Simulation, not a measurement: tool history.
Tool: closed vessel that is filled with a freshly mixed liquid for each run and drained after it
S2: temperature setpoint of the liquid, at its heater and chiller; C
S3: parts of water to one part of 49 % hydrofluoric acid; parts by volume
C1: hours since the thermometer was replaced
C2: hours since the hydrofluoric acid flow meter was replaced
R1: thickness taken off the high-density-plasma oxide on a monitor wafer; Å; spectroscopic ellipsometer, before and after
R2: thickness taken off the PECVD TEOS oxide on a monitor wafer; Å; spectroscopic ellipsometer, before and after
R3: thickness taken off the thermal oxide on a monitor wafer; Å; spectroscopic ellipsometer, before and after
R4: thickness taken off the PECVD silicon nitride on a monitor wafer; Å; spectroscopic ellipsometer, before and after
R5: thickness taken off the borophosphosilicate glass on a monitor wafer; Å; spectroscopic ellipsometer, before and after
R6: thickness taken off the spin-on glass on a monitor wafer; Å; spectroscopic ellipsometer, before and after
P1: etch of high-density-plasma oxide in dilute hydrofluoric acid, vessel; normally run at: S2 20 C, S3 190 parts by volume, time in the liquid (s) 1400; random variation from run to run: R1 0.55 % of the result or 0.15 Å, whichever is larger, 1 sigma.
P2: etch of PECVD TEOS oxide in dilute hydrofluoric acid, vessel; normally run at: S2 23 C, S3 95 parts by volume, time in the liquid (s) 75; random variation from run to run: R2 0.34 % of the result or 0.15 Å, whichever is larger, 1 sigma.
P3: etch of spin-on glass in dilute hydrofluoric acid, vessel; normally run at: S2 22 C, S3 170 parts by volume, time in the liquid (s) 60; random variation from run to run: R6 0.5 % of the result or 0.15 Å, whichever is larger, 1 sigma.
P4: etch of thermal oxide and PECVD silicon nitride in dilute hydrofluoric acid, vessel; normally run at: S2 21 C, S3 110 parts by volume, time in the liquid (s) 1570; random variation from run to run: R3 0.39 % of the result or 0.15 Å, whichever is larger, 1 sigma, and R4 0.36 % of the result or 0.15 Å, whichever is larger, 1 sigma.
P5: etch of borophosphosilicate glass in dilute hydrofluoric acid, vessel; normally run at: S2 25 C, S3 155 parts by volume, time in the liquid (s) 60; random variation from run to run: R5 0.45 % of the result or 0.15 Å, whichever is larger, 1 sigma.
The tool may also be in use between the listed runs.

{"run": 1, "day": 0.412, "process that ran": "P1", "S2": 20, "S3": 190, "time in the liquid (s)": 1400, "C1": 567.6, "C2": 870.6, "R1": 288.72}
{"run": 2, "day": 1.0, "process that ran": "P1", "S2": 20, "S3": 190, "time in the liquid (s)": 1400, "C1": 581.7, "C2": 884.7, "R1": 286.38}
{"run": 3, "day": 1.658, "process that ran": "P2", "S2": 23, "S3": 95, "time in the liquid (s)": 75, "C1": 597.5, "C2": 900.5, "R2": 176.45}
{"run": 4, "day": 2.192, "process that ran": "P4", "S2": 21, "S3": 110, "time in the liquid (s)": 430, "C1": 610.3, "C2": 913.3, "R3": 155.11, "R4": 167.74}
{"run": 5, "day": 2.758, "process that ran": "P2", "S2": 23, "S3": 30, "time in the liquid (s)": 75, "C1": 623.9, "C2": 926.9, "R2": 606.64}
{"run": 6, "day": 3.229, "process that ran": "P1", "S2": 20, "S3": 100, "time in the liquid (s)": 1400, "C1": 635.2, "C2": 938.2, "R1": 599.31}
{"run": 7, "day": 3.775, "process that ran": "P2", "S2": 23, "S3": 95, "time in the liquid (s)": 30, "C1": 648.3, "C2": 951.3, "R2": 70.866}
{"day": 3.838, "done": "thermometer replaced"}
{"run": 8, "day": 4.317, "process that ran": "P4", "S2": 21, "S3": 110, "time in the liquid (s)": 1570, "C1": 11.6, "C2": 964.3, "R3": 565.01, "R4": 611.56}
{"run": 9, "day": 4.842, "process that ran": "P5", "S2": 17.5, "S3": 155, "time in the liquid (s)": 60, "C1": 24.2, "C2": 976.9, "R5": 135.44}
{"run": 10, "day": 5.538, "process that ran": "P1", "S2": 20, "S3": 190, "time in the liquid (s)": 2190, "C1": 40.9, "C2": 993.6, "R1": 448.03}
{"run": 11, "day": 6.0, "process that ran": "P4", "S2": 21, "S3": 200, "time in the liquid (s)": 1570, "C1": 52, "C2": 1004.7, "R3": 283.74, "R4": 340.29}
{"run": 12, "day": 6.392, "process that ran": "P1", "S2": 20, "S3": 190, "time in the liquid (s)": 1400, "C1": 61.4, "C2": 1014.1, "R1": 288.43}
{"run": 13, "day": 7.112, "process that ran": "P1", "S2": 20, "S3": 190, "time in the liquid (s)": 1400, "C1": 78.7, "C2": 1031.4, "R1": 288.94}
{"run": 14, "day": 7.771, "process that ran": "P3", "S2": 22, "S3": 170, "time in the liquid (s)": 60, "C1": 94.5, "C2": 1047.2, "R6": 124.26}
{"run": 15, "day": 8.238, "process that ran": "P5", "S2": 25, "S3": 155, "time in the liquid (s)": 60, "C1": 105.7, "C2": 1058.4, "R5": 180.52}
{"run": 16, "day": 8.612, "process that ran": "P1", "S2": 20, "S3": 190, "time in the liquid (s)": 685, "C1": 114.7, "C2": 1067.4, "R1": 141.6}
{"run": 17, "day": 9.296, "process that ran": "P1", "S2": 20, "S3": 295, "time in the liquid (s)": 1400, "C1": 131.1, "C2": 1083.8, "R1": 167.62}
{"run": 18, "day": 9.725, "process that ran": "P3", "S2": 22, "S3": 270, "time in the liquid (s)": 60, "C1": 141.4, "C2": 1094.1, "R6": 71.021}
{"run": 19, "day": 10.3, "process that ran": "P5", "S2": 25, "S3": 155, "time in the liquid (s)": 110, "C1": 155.2, "C2": 1107.9, "R5": 329.35}
{"run": 20, "day": 10.9, "process that ran": "P4", "S2": 21, "S3": 110, "time in the liquid (s)": 1570, "C1": 169.6, "C2": 1122.3, "R3": 569.32, "R4": 608.61}
{"run": 21, "day": 11.25, "process that ran": "P5", "S2": 25, "S3": 155, "time in the liquid (s)": 60, "C1": 178, "C2": 1130.7, "R5": 181.88}
{"run": 22, "day": 11.638, "process that ran": "P2", "S2": 28.5, "S3": 95, "time in the liquid (s)": 75, "C1": 187.3, "C2": 1140, "R2": 219.85}
{"run": 23, "day": 12.096, "process that ran": "P3", "S2": 22, "S3": 170, "time in the liquid (s)": 60, "C1": 198.3, "C2": 1151, "R6": 124.34}
{"run": 24, "day": 12.742, "process that ran": "P2", "S2": 23, "S3": 95, "time in the liquid (s)": 75, "C1": 213.8, "C2": 1166.5, "R2": 176.57}
{"run": 25, "day": 13.358, "process that ran": "P4", "S2": 26, "S3": 110, "time in the liquid (s)": 1570, "C1": 228.6, "C2": 1181.3, "R3": 692.13, "R4": 852.09}
{"run": 26, "day": 14.05, "process that ran": "P3", "S2": 22, "S3": 170, "time in the liquid (s)": 30, "C1": 245.2, "C2": 1197.9, "R6": 62.218}
{"run": 27, "day": 14.717, "process that ran": "P1", "S2": 17, "S3": 190, "time in the liquid (s)": 1400, "C1": 261.2, "C2": 1213.9, "R1": 254.45}
{"run": 28, "day": 15.308, "process that ran": "P1", "S2": 26, "S3": 190, "time in the liquid (s)": 670, "C1": 275.4, "C2": 1228.1, "R1": 172.54}
{"run": 29, "day": 15.65, "process that ran": "P5", "S2": 25, "S3": 80, "time in the liquid (s)": 60, "C1": 283.6, "C2": 1236.3, "R5": 385.75}
{"run": 30, "day": 16.083, "process that ran": "P1", "S2": 28, "S3": 190, "time in the liquid (s)": 1400, "C1": 294, "C2": 1246.7, "R1": 389.57}
{"run": 31, "day": 16.417, "process that ran": "P3", "S2": 27, "S3": 170, "time in the liquid (s)": 60, "C1": 302, "C2": 1254.7, "R6": 150.21}
{"run": 32, "day": 17.15, "process that ran": "P1", "S2": 26.5, "S3": 190, "time in the liquid (s)": 340, "C1": 319.6, "C2": 1272.3, "R1": 89.005}
{"run": 33, "day": 17.704, "process that ran": "P1", "S2": 20, "S3": 190, "time in the liquid (s)": 1400, "C1": 332.9, "C2": 1285.6, "R1": 288.71}
{"run": 34, "day": 18.062, "process that ran": "P1", "S2": 20, "S3": 190, "time in the liquid (s)": 1400, "C1": 341.5, "C2": 1294.2, "R1": 294.86}
{"run": 35, "day": 18.696, "process that ran": "P1", "S2": 20, "S3": 190, "time in the liquid (s)": 1400, "C1": 356.7, "C2": 1309.4, "R1": 300.39}
{"run": 36, "day": 19.438, "process that ran": "P1", "S2": 20, "S3": 190, "time in the liquid (s)": 1400, "C1": 374.5, "C2": 1327.2, "R1": 308}
{"run": 37, "day": 19.792, "process that ran": "P1", "S2": 20, "S3": 190, "time in the liquid (s)": 1400, "C1": 383, "C2": 1335.7, "R1": 301.35}
{"run": 38, "day": 20.171, "process that ran": "P1", "S2": 20, "S3": 190, "time in the liquid (s)": 1400, "C1": 392.1, "C2": 1344.8, "R1": 306.6}
{"run": 39, "day": 20.808, "process that ran": "P1", "S2": 20, "S3": 190, "time in the liquid (s)": 1400, "C1": 407.4, "C2": 1360.1, "R1": 307.8}
{"run": 40, "day": 21.558, "process that ran": "P1", "S2": 20, "S3": 190, "time in the liquid (s)": 1400, "C1": 425.4, "C2": 1378.1, "R1": 306.52}
{"run": 41, "day": 22.025, "process that ran": "P1", "S2": 20, "S3": 190, "time in the liquid (s)": 1400, "C1": 436.6, "C2": 1389.3, "R1": 309.48}

What P1 gives has crept away from where it was. These 2 causes fit the log equally well, each at the size given:
A: liquid hotter than its thermometer reads (K) = 1.86
B: hydrofluoric acid flow above the setpoint (%) = 6.21
The creep began at about day 17.704.

4 check runs are offered, one wafer each, their results left as question marks. Which one tells the causes apart?
{"run": "check 1", "day": 22.492, "process that ran": "P5", "S2": 25, "S3": 155, "time in the liquid (s)": 60, "R5": "?"}
{"run": "check 2", "day": 22.492, "process that ran": "P4", "S2": 21, "S3": 110, "time in the liquid (s)": 1570, "R3": "?", "R4": "?"}
{"run": "check 3", "day": 22.492, "process that ran": "P3", "S2": 22, "S3": 170, "time in the liquid (s)": 60, "R6": "?"}
{"run": "check 4", "day": 22.492, "process that ran": "P2", "S2": 23, "S3": 95, "time in the liquid (s)": 75, "R2": "?"}

What each check would give under each cause:
check=check_1 result=R5 if_A=194.35 if_B=194.62
check=check_2 result=R3 if_A=612.67 if_B=608.36
check=check_2 result=R4 if_A=690.29 if_B=646.72
check=check_3 result=R6 if_A=133.83 if_B=133.82
check=check_4 result=R2 if_A=191.03 if_B=189.68
How far apart the two closest causes lie, in the result that separates them most: check 1 0.14 %; check 2 6.52 %; check 3 0 %; check 4 0.71 %
Check 2 tells the causes apart: in the others they would give nearly the same result.

Check 2 was then run and gave: R3 609.91 Å; R4 649.27 Å. Which cause is it?

It is B: hydrofluoric acid flow above the setpoint (%).
